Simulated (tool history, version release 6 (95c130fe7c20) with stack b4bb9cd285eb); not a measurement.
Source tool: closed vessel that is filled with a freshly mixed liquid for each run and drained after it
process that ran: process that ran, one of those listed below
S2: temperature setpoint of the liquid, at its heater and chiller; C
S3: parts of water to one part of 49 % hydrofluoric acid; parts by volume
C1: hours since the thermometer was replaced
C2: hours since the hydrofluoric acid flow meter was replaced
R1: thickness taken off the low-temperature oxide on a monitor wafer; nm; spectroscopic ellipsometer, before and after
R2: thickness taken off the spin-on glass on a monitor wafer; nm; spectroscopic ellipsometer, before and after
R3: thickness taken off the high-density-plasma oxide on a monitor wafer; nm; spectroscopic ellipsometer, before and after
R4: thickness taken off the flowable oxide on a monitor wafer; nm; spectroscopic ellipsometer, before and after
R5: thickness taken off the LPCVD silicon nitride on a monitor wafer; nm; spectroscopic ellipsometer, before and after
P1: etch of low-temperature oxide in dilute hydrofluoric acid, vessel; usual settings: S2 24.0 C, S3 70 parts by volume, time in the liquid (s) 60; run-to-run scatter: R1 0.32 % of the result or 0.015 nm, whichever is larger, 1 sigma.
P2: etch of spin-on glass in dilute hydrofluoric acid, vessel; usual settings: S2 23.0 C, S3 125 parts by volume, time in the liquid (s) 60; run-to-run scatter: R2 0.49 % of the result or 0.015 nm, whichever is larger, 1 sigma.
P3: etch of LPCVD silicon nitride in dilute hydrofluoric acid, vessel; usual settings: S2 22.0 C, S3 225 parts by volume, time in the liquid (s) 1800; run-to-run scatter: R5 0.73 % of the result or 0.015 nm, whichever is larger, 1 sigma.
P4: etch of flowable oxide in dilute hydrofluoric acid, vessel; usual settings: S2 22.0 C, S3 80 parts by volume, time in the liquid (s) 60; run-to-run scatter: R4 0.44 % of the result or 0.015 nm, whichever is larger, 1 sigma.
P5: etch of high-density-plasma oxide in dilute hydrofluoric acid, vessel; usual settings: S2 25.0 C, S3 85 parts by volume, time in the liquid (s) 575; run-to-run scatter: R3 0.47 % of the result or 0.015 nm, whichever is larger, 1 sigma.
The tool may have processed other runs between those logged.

run 1 hour=6.3 | process_that_ran=P1 S2=24.0 S3=70 time_in_the_liquid_(s)=60 | C1=419.8 C2=163.4 | R1=14.9350
run 2 hour=11.9 | process_that_ran=P2 S2=31.0 S3=125 time_in_the_liquid_(s)=60 | C1=425.4 C2=169.0 | R2=18.531
run 3 hour=16.9 | process_that_ran=P1 S2=28.5 S3=70 time_in_the_liquid_(s)=60 | C1=430.4 C2=174.0 | R1=17.9400
run 4 hour=24.9 | process_that_ran=P1 S2=24.0 S3=120 time_in_the_liquid_(s)=60 | C1=438.4 C2=182.0 | R1=8.1897
run 5 hour=30.5 | process_that_ran=P5 S2=25.0 S3=85 time_in_the_liquid_(s)=850 | C1=444.0 C2=187.6 | R3=54.243
run 6 hour=35.4 | process_that_ran=P2 S2=23.0 S3=125 time_in_the_liquid_(s)=30 | C1=448.9 C2=192.5 | R2=6.841
run 7 hour=41.7 | process_that_ran=P1 S2=24.0 S3=70 time_in_the_liquid_(s)=60 | C1=455.2 C2=198.8 | R1=14.9610
run 8 hour=49.1 | process_that_ran=P1 S2=24.0 S3=70 time_in_the_liquid_(s)=60 | C1=462.6 C2=206.2 | R1=14.8690
run 9 hour=54.6 | process_that_ran=P4 S2=26.0 S3=80 time_in_the_liquid_(s)=60 | C1=468.1 C2=211.7 | R4=32.979
run 10 hour=62.3 | process_that_ran=P1 S2=24.0 S3=70 time_in_the_liquid_(s)=60 | C1=475.8 C2=219.4 | R1=14.9270
run 11 hour=68.1 | process_that_ran=P5 S2=25.0 S3=140 time_in_the_liquid_(s)=575 | C1=481.6 C2=225.2 | R3=20.887
run 12 hour=75.3 | process_that_ran=P5 S2=25.0 S3=85 time_in_the_liquid_(s)=575 | C1=488.8 C2=232.4 | R3=36.750
run 13 hour=81.6 | process_that_ran=P3 S2=22.0 S3=225 time_in_the_liquid_(s)=2885 | C1=495.1 C2=238.7 | R5=5.3764
run 14 hour=87.0 | process_that_ran=P1 S2=24.0 S3=70 time_in_the_liquid_(s)=60 | C1=500.5 C2=244.1 | R1=14.9200
run 15 hour=91.7 | process_that_ran=P4 S2=22.0 S3=80 time_in_the_liquid_(s)=60 | C1=505.2 C2=248.8 | R4=28.237
run 16 hour=95.8 | process_that_ran=P4 S2=22.0 S3=50 time_in_the_liquid_(s)=60 | C1=509.3 C2=252.9 | R4=46.883
run 17 hour=99.8 | process_that_ran=P2 S2=23.0 S3=70 time_in_the_liquid_(s)=60 | C1=513.3 C2=256.9 | R2=26.206
run 18 hour=106.2 | process_that_ran=P3 S2=22.0 S3=225 time_in_the_liquid_(s)=1800 | C1=519.7 C2=263.3 | R5=3.3822
run 19 hour=112.0 | process_that_ran=P1 S2=24.0 S3=70 time_in_the_liquid_(s)=30 | C1=525.5 C2=269.1 | R1=7.4668
run 20 hour=116.9 | process_that_ran=P1 S2=18.0 S3=115 time_in_the_liquid_(s)=60 | C1=530.4 C2=274.0 | R1=6.7332
run 21 hour=123.6 | process_that_ran=P1 S2=24.0 S3=70 time_in_the_liquid_(s)=105 | C1=537.1 C2=280.7 | R1=26.2530
run 22 hour=130.8 | process_that_ran=P2 S2=23.0 S3=125 time_in_the_liquid_(s)=60 | C1=544.3 C2=287.9 | R2=13.647
run 23 hour=136.2 | process_that_ran=P1 S2=24.0 S3=40 time_in_the_liquid_(s)=60 | C1=549.7 C2=293.3 | R1=27.2640
run 24 hour=143.7 | process_that_ran=P5 S2=17.5 S3=85 time_in_the_liquid_(s)=575 | C1=557.2 C2=300.8 | R3=26.905
run 25 hour=148.0 | process_that_ran=P3 S2=17.0 S3=225 time_in_the_liquid_(s)=1800 | C1=561.5 C2=305.1 | R5=2.4007
run 26 hour=155.2 | process_that_ran=P3 S2=22.0 S3=80 time_in_the_liquid_(s)=1800 | C1=568.7 C2=312.3 | R5=9.2056
run 27 hour=159.0 | process_that_ran=P1 S2=24.0 S3=70 time_in_the_liquid_(s)=60 | C1=572.5 C2=316.1 | R1=14.9960
run 28 hour=165.5 | process_that_ran=P4 S2=22.0 S3=80 time_in_the_liquid_(s)=30 | C1=579.0 C2=322.6 | R4=14.093
run 29 hour=171.7 | process_that_ran=P1 S2=17.0 S3=70 time_in_the_liquid_(s)=60 | C1=585.2 C2=328.8 | R1=11.2020
run 30 hour=178.5 | process_that_ran=P1 S2=29.0 S3=70 time_in_the_liquid_(s)=30 | C1=592.0 C2=335.6 | R1=9.1231
run 31 hour=186.3 | process_that_ran=P1 S2=24.0 S3=70 time_in_the_liquid_(s)=60 | C1=599.8 C2=343.4 | R1=14.8280
run 32 hour=194.4 | process_that_ran=P1 S2=24.0 S3=70 time_in_the_liquid_(s)=60 | C1=607.9 C2=351.5 | R1=15.7270
run 33 hour=198.3 | process_that_ran=P1 S2=24.0 S3=70 time_in_the_liquid_(s)=60 | C1=611.8 C2=355.4 | R1=15.8190
run 34 hour=202.8 | process_that_ran=P1 S2=24.0 S3=70 time_in_the_liquid_(s)=60 | C1=616.3 C2=359.9 | R1=15.8710
run 35 hour=207.9 | process_that_ran=P1 S2=24.0 S3=70 time_in_the_liquid_(s)=60 | C1=621.4 C2=365.0 | R1=15.9740
run 36 hour=211.4 | process_that_ran=P1 S2=24.0 S3=70 time_in_the_liquid_(s)=60 | C1=624.9 C2=368.5 | R1=16.1020
run 37 hour=215.7 | process_that_ran=P1 S2=24.0 S3=70 time_in_the_liquid_(s)=60 | C1=629.2 C2=372.8 | R1=16.0980
run 38 hour=221.1 | process_that_ran=P1 S2=24.0 S3=70 time_in_the_liquid_(s)=60 | C1=634.6 C2=378.2 | R1=16.0210
run 39 hour=228.4 | process_that_ran=P1 S2=24.0 S3=70 time_in_the_liquid_(s)=60 | C1=641.9 C2=385.5 | R1=16.1370

Compared with where it was, what P1 gives has crept away. Each cause listed below fits the log as well as the rest, at the size given for it:
A: hydrofluoric acid flow above the setpoint (%) = 7.17
B: liquid hotter than its thermometer reads (K) = 1.88
Creep in the process output first set in at about hour 186.3.

4 check runs are offered, each on 2 wafers whose results are averaged, their results left as question marks. Which one tells the causes apart?
run check 1 hour=235.7 | process_that_ran=P4 S2=22.0 S3=80 time_in_the_liquid_(s)=60 | R4=?
run check 2 hour=235.7 | process_that_ran=P5 S2=25.0 S3=85 time_in_the_liquid_(s)=575 | R3=?
run check 3 hour=235.7 | process_that_ran=P3 S2=22.0 S3=225 time_in_the_liquid_(s)=1800 | R5=?
run check 4 hour=235.7 | process_that_ran=P2 S2=23.0 S3=125 time_in_the_liquid_(s)=60 | R2=?

What every check run would give for each of its results, assuming each possible cause in turn:
check=check_1 result=R4 if_A=30.302 if_B=30.320
check=check_2 result=R3 if_A=39.534 if_B=39.431
check=check_3 result=R5 if_A=3.5751 if_B=3.7626
check=check_4 result=R2 if_A=14.829 if_B=14.744
Smallest distance between any two causes, each pair judged by its most separating result, in per cent: check 1 0.06 %; check 2 0.26 %; check 3 5.11 %; check 4 0.58 %
The other checks would show nearly matching results whichever cause is true, so check 3 is the only one that separates the causes.

Then check 3 was run and gave: R5 3.7096 nm. Which cause is it?

B is the cause: liquid hotter than its thermometer reads (K).
